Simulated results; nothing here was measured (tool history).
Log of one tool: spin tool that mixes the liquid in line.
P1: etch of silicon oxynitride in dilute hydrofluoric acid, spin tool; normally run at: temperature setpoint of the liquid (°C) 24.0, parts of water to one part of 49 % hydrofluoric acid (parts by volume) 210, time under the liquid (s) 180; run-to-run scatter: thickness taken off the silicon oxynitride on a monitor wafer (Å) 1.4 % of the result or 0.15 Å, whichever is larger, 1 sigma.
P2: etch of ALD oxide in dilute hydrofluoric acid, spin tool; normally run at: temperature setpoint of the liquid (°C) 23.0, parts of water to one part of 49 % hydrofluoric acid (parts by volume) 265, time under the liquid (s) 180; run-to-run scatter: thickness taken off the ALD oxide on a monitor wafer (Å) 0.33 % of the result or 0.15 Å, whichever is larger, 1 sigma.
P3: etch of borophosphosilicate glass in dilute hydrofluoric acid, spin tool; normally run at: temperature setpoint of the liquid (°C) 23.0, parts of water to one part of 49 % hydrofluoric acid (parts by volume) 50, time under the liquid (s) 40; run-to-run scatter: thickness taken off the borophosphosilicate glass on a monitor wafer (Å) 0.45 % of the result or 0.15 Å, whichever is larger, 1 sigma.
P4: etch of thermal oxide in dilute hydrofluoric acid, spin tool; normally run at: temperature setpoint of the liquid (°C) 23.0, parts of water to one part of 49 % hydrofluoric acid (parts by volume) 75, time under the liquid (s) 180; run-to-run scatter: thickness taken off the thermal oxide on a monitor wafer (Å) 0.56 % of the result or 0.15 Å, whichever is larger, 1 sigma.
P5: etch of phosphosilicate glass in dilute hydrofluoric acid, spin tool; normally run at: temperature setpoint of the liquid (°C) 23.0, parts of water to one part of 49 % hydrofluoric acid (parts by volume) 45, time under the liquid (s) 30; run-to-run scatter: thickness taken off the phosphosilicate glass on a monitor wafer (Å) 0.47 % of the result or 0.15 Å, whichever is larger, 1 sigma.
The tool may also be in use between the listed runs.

run	hour	process that ran	temperature setpoint of the liquid (°C)	parts of water to one part of 49 % hydrofluoric acid (parts by volume)	time under the liquid (s)	hours since the thermometer was replaced	hours since the hydrofluoric acid flow meter was replaced	thickness taken off the silicon oxynitride on a monitor wafer (Å)	thickness taken off the thermal oxide on a monitor wafer (Å)	thickness taken off the borophosphosilicate glass on a monitor wafer (Å)	thickness taken off the ALD oxide on a monitor wafer (Å)	thickness taken off the phosphosilicate glass on a monitor wafer (Å)
1	9.2	P1	24.0	210	180	1075.1	754.0	17.9600				
2	19.1	P4	23.0	75	365	1085.0	763.9		216.190			
3	26.2	P4	31.0	75	180	1092.1	771.0		146.330			
4	37.3	P1	24.0	210	180	1103.2	782.1	18.4970				
5	48.7	P1	27.5	345	180	1114.6	793.5	11.4770				
6	54.3	P3	23.0	50	80	1120.2	799.1			1046.90		
7	66.0	P2	23.0	265	180	1131.9	810.8				134.130	
8	71.9	P1	24.0	100	180	1137.8	816.7	41.4480				
9	77.8	P1	28.0	210	180	1143.7	822.6	21.3330				
10	83.1	P4	23.0	75	180	1149.0	827.9		106.040			
11	89.4	P4	23.0	75	180	1155.3	834.2		106.340			
12	96.3	P1	24.0	210	15	1162.2	841.1	1.5895				
13	107.0	P5	17.0	45	30	1172.9	851.8					566.64
14	115.2	P3	23.0	90	40	1181.1	860.0			275.03		
15	125.4	P1	24.0	210	180	1191.3	870.2	18.1540				
16	137.4	P3	17.5	50	40	1203.3	882.2			412.48		
17	149.0	P5	23.0	45	30	1214.9	893.8					731.12
18	156.7	P1	24.0	295	180	1222.6	901.5	12.2970				
19	164.3	P1	24.0	210	180	1230.2	909.1	17.9430				
20	173.0	P5	23.0	45	30	1238.9	917.8					728.44
21	184.4	P1	20.0	210	305	1250.3	929.2	25.5200				
22	194.6	P4	23.0	125	180	1260.5	939.4		59.658			
23	203.4	P2	23.0	265	65	1269.3	948.2				48.318	
24	209.5	P3	23.0	50	40	1275.4	954.3			524.77		
25	219.8	P1	24.0	210	180	1285.7	964.6	17.4210				
26	225.7	P1	24.0	375	275	1291.6	970.5	13.4530				
27	235.0	P2	31.0	265	180	1300.9	979.8				176.650	
28	243.7	P5	23.0	45	50	1309.6	988.5					1209.30
29	249.2	P2	23.0	465	180	1315.1	994.0				64.468	
30	256.0	P1	24.0	210	300	1321.9	1000.8	29.5120				
31	262.1	P5	23.0	20	30	1328.0	1006.9					1685.30
32	267.6	P1	18.5	210	180	1333.5	1012.4	14.1550				
33	274.1	P1	24.0	210	180	1340.0	1018.9	17.8480				
34	283.1	P1	24.0	210	180	1349.0	1027.9	17.6680				

Run 35 comes next. What will it give?
35	289.0	P1	24.0	210	180	1354.9	1033.8	?				

thickness taken off the silicon oxynitride on a monitor wafer (Å): 16.9570
